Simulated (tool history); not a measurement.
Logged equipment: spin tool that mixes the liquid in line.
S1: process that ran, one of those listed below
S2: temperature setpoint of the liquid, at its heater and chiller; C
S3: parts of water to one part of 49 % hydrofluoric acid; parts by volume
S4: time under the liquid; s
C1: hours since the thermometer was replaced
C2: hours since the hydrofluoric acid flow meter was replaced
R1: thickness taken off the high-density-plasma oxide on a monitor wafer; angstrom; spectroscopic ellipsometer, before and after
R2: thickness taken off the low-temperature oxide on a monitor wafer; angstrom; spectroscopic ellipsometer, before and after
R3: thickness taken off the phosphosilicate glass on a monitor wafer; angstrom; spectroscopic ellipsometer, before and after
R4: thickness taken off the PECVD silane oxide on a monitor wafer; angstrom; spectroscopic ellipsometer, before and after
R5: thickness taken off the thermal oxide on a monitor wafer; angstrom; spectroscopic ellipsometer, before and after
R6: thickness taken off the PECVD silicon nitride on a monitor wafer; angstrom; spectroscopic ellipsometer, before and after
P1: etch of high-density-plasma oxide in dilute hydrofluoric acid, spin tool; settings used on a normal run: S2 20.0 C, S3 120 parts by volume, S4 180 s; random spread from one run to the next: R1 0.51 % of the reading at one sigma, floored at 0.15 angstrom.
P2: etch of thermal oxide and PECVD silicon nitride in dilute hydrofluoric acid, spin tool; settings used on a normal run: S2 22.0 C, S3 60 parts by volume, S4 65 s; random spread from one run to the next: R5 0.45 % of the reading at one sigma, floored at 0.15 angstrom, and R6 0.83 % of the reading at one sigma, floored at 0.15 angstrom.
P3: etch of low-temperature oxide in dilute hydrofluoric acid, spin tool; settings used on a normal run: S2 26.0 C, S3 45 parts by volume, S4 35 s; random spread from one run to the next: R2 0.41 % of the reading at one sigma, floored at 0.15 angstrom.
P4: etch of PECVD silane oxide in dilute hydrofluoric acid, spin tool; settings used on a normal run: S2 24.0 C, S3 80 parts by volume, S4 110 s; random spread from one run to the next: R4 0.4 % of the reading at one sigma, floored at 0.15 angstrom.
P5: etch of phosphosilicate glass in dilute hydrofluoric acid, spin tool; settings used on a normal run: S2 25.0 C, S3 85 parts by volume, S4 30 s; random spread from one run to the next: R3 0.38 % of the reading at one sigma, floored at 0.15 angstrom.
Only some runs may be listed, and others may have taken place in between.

run   hour  S1    S2   S3   S4     C1     C2       R1       R2       R3        R4       R5      R6
  1    4.4  P1  20.0  120  180  157.1  821.5   66.131
  2    9.0  P1  26.0  120  180  161.7  826.1   83.165
  3   11.3  P3  26.0   45   65  164.0  828.4           176.330
  4   15.1  P1  20.0  120  180  167.8  832.2   66.077
  5   17.5  P5  25.0   85   30  170.2  834.6                     420.87
  6   20.6  P5  33.0   85   30  173.3  837.7                     572.35
  7   24.8  P4  18.5   80  110  177.5  841.9                              244.260
  8   27.2  P4  24.0   80  110  179.9  844.3                              303.150
  9   31.7  P1  17.0  120  180  184.4  848.8   58.175
 10   34.6  P1  20.0  120  180  187.3  851.7   65.525
 11   39.5  P2  22.0   60   65  192.2  856.6                                        48.512  24.976
 12   42.1  P1  20.0  120  100  194.8  859.2   36.955
 13   46.9  P2  22.0   30   65  199.6  864.0                                       101.020  48.725
 14   50.6  P2  17.0   60   65  203.3  867.7                                        39.365  17.384
 15   53.6  P5  25.0   85   15  206.3  870.7                     210.98
 16   56.7  P1  20.0  120  285  209.4  873.8  103.700
 17   60.6  P1  20.0   25  180  213.3  877.7  352.830
 18   63.9  P1  23.5   25  180  216.6  881.0  408.870
      65.7  -- thermometer replaced
 19   67.2  P1  20.0  220  180    1.6  884.3   32.483
 20   71.9  P3  29.5   45   35    6.3  889.0           109.590
 21   76.2  P3  26.0   45   35   10.6  893.3            94.871
 22   80.7  P1  20.0  120  180   15.1  897.8   65.756
 23   85.5  P5  25.0   25   30   19.9  902.6                    1557.30
 24   87.9  P1  20.0  120  180   22.3  905.0   65.150
 25   92.3  P2  22.0   60  120   26.7  909.4                                        89.083  45.969
 26   95.9  P1  20.0  120  180   30.3  913.0   66.051
 27  100.7  P4  24.0   80   15   35.1  917.8                               41.852
 28  103.1  P4  24.0   20  110   37.5  920.2                             1326.800

The next listed run, before its measurement:
 29  107.4  P3  26.0  20  35  41.8  924.5       ?

R2: 221.010 angstrom
